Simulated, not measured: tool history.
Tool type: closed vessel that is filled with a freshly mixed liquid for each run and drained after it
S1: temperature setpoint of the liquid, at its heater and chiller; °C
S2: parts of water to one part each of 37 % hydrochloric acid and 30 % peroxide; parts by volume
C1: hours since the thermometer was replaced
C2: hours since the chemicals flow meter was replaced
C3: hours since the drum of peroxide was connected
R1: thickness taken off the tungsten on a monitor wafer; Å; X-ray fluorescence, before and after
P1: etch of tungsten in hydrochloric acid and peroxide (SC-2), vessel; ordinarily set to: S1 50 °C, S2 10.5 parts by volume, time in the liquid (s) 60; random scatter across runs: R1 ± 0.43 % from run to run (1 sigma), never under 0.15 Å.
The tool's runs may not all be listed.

{"run": 1, "day": 0.375, "S1": 50, "S2": 10.5, "time in the liquid (s)": 60, "C1": 936.8, "C2": 779.9, "C3": 122, "R1": 170.27}
{"run": 2, "day": 0.667, "S1": 50, "S2": 10.5, "time in the liquid (s)": 60, "C1": 943.8, "C2": 786.9, "C3": 129, "R1": 168.79}
{"run": 3, "day": 1.175, "S1": 50, "S2": 17, "time in the liquid (s)": 60, "C1": 956, "C2": 799.1, "C3": 141.2, "R1": 111.71}
{"run": 4, "day": 1.529, "S1": 50, "S2": 10.5, "time in the liquid (s)": 30, "C1": 964.5, "C2": 807.6, "C3": 149.7, "R1": 84.515}
{"run": 5, "day": 1.929, "S1": 66, "S2": 10.5, "time in the liquid (s)": 60, "C1": 974.1, "C2": 817.2, "C3": 159.3, "R1": 464.87}
{"run": 6, "day": 2.183, "S1": 35, "S2": 10.5, "time in the liquid (s)": 60, "C1": 980.2, "C2": 823.3, "C3": 165.4, "R1": 59.271}
{"run": 7, "day": 2.7, "S1": 50, "S2": 10.5, "time in the liquid (s)": 60, "C1": 992.6, "C2": 835.7, "C3": 177.8, "R1": 170.58}
{"run": 8, "day": 2.975, "S1": 50, "S2": 10.5, "time in the liquid (s)": 60, "C1": 999.2, "C2": 842.3, "C3": 184.4, "R1": 168.47}
{"run": 9, "day": 3.254, "S1": 50, "S2": 10.5, "time in the liquid (s)": 90, "C1": 1005.9, "C2": 849, "C3": 191.1, "R1": 254.64}
{"run": 10, "day": 3.746, "S1": 50, "S2": 10.5, "time in the liquid (s)": 60, "C1": 1017.7, "C2": 860.8, "C3": 202.9, "R1": 168.89}
{"run": 11, "day": 4.092, "S1": 50, "S2": 10.5, "time in the liquid (s)": 60, "C1": 1026, "C2": 869.1, "C3": 211.2, "R1": 169.33}
{"day": 4.433, "done": "thermometer replaced"}
{"run": 12, "day": 4.5, "S1": 50, "S2": 4, "time in the liquid (s)": 60, "C1": 1.6, "C2": 878.9, "C3": 221, "R1": 353.25}
{"run": 13, "day": 4.954, "S1": 39.5, "S2": 17, "time in the liquid (s)": 60, "C1": 12.5, "C2": 889.8, "C3": 231.9, "R1": 53.885}
{"run": 14, "day": 5.462, "S1": 50, "S2": 10.5, "time in the liquid (s)": 60, "C1": 24.7, "C2": 902, "C3": 244.1, "R1": 169.5}
{"run": 15, "day": 5.933, "S1": 50, "S2": 10.5, "time in the liquid (s)": 60, "C1": 36, "C2": 913.3, "C3": 255.4, "R1": 176.95}
{"run": 16, "day": 6.329, "S1": 50, "S2": 10.5, "time in the liquid (s)": 60, "C1": 45.5, "C2": 922.8, "C3": 264.9, "R1": 180.25}
{"run": 17, "day": 6.688, "S1": 50, "S2": 10.5, "time in the liquid (s)": 60, "C1": 54.1, "C2": 931.4, "C3": 273.5, "R1": 181.28}

For run 18, what comes out?
{"run": 18, "day": 7.075, "S1": 50, "S2": 10.5, "time in the liquid (s)": 60, "C1": 63.4, "C2": 940.7, "C3": 282.8, "R1": "?"}

Logged for run 18: R1 181.32 Å.
